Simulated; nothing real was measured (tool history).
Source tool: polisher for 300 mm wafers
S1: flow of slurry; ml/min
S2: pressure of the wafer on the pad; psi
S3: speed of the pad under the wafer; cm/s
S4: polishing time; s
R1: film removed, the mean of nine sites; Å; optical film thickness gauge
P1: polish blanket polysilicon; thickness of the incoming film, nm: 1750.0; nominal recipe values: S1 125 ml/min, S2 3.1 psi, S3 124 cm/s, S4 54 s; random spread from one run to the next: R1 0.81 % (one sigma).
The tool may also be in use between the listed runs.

| run | hour | S1 | S2 | S3 | S4 | R1 |
|---|---|---|---|---|---|---|
| 1 | 10.4 | 125 | 3.1 | 124 | 54 | 7005.3 |
| 2 | 20.2 | 125 | 4.4 | 124 | 54 | 9930.6 |
|  | 22.8 | slurry nozzle cleaned |
| 3 | 27.6 | 125 | 3.1 | 124 | 54 | 6931.3 |
| 4 | 35.9 | 125 | 3.1 | 124 | 54 | 6918.0 |
| 5 | 44.9 | 125 | 3.1 | 68 | 69 | 4915.2 |
| 6 | 53.2 | 125 | 3.1 | 182 | 54 | 10259.0 |
| 7 | 60.9 | 75 | 3.1 | 124 | 54 | 6078.2 |
| 8 | 69.6 | 125 | 3.1 | 124 | 54 | 6937.8 |
| 9 | 75.2 | 125 | 3.1 | 124 | 24 | 3086.9 |
| 10 | 85.4 | 125 | 2.0 | 124 | 54 | 4466.1 |
| 11 | 96.3 | 160 | 3.1 | 124 | 54 | 7243.3 |

Forecast run 12:
| 12 | 106.2 | 125 | 3.1 | 124 | 54 | ? |

Logged for run 12: R1 6957.6 Å.
